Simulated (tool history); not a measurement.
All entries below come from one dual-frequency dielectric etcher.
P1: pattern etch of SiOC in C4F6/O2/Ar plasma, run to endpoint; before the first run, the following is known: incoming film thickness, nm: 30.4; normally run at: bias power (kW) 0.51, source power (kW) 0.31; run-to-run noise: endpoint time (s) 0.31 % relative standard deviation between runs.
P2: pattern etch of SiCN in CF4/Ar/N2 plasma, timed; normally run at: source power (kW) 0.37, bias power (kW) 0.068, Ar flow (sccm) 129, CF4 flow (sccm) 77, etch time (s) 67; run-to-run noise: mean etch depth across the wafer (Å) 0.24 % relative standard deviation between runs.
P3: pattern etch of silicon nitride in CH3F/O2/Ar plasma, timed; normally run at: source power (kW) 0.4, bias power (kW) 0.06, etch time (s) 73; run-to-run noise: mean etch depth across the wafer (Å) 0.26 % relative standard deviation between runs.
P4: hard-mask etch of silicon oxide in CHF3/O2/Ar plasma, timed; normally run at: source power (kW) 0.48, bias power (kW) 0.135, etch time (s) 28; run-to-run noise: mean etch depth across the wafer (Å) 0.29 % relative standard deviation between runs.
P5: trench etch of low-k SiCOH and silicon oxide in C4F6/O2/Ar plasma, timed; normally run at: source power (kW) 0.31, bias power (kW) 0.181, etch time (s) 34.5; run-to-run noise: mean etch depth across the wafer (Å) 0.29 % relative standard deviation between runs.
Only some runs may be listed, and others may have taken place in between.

run	hour	process that ran	bias power (kW)	source power (kW)	etch time (s)	Ar flow (sccm)	CF4 flow (sccm)	hours since the last wet clean	hours since the last bias power generator calibration	hours since the last source power generator calibration	endpoint time (s)	mean etch depth across the wafer (Å)
1	7	P1	0.51	0.31				89.7	1395.7	1555.2	11.028	
2	14.9	P5	0.181	0.42	34.5			97.6	1403.6	1563.1		1091
3	18.8	P5	0.181	0.31	19			101.5	1407.5	1567		530.63
4	26.1	P5	0.181	0.31	34.5			108.8	1414.8	1574.3		970.68
5	32.1	P1	0.297	0.31				114.8	1420.8	1580.3	13.511	
6	39.9	P1	0.692	0.2				122.6	1428.6	1588.1	11.535	
7	44.3	P1	0.51	0.31				127	1433	1592.5	11.034	
8	52.7	P3	0.073	0.4	73			135.4	1441.4	1600.9		509.71
9	60.5	P1	0.51	0.18				143.2	1449.2	1608.7	13.527	
10	64.3	P2	0.068	0.37	67	129	91	147	1453	1612.5		470.21
11	71.4	P4	0.096	0.48	28			154.1	1460.1	1619.6		422.22
12	77.6	P5	0.181	0.31	34.5			160.3	1466.3	1625.8		965.56
13	83.4	P2	0.068	0.37	67	129	77	166.1	1472.1	1631.6		458.87
14	89	P2	0.068	0.49	67	129	77	171.7	1477.7	1637.2		585.57
15	95.4	P5	0.109	0.31	34.5			178.1	1484.1	1643.6		828.42
16	99.3	P3	0.06	0.4	102.5			182	1488	1647.5		666.58
17	103.6	P2	0.068	0.37	67	87	77	186.3	1492.3	1651.8		486.64
18	109	P3	0.06	0.4	73			191.7	1497.7	1657.2		473.71
19	113.8	P2	0.045	0.37	67	129	77	196.5	1502.5	1662		398.74
20	118.3	P4	0.135	0.34	28			201	1507	1666.5		408.27
# hour 120.1: source power generator calibrated
21	124.6	P1	0.51	0.37				207.3	1513.3	4.6	10.369	
22	131.5	P1	0.608	0.31				214.2	1520.2	11.5	10.298	
23	139.9	P4	0.135	0.48	34.5			222.6	1528.6	19.9		575.4
24	145.4	P1	0.51	0.31				228.1	1534.1	25.4	11.073	
25	151.8	P4	0.135	0.48	28			234.5	1540.5	31.8		465.51
26	158.2	P1	0.51	0.31				240.9	1546.9	38.2	11.073	
27	163.4	P2	0.068	0.37	97	129	77	246.1	1552.1	43.4		664.48
28	171.5	P3	0.06	0.51	73			254.2	1560.2	51.5		521.02

Run 29, settings as shown, results not yet in. Your forecast:
29	175.8	P1	0.51	0.31				258.5	1564.5	55.8	?	

endpoint time (s): 11.088
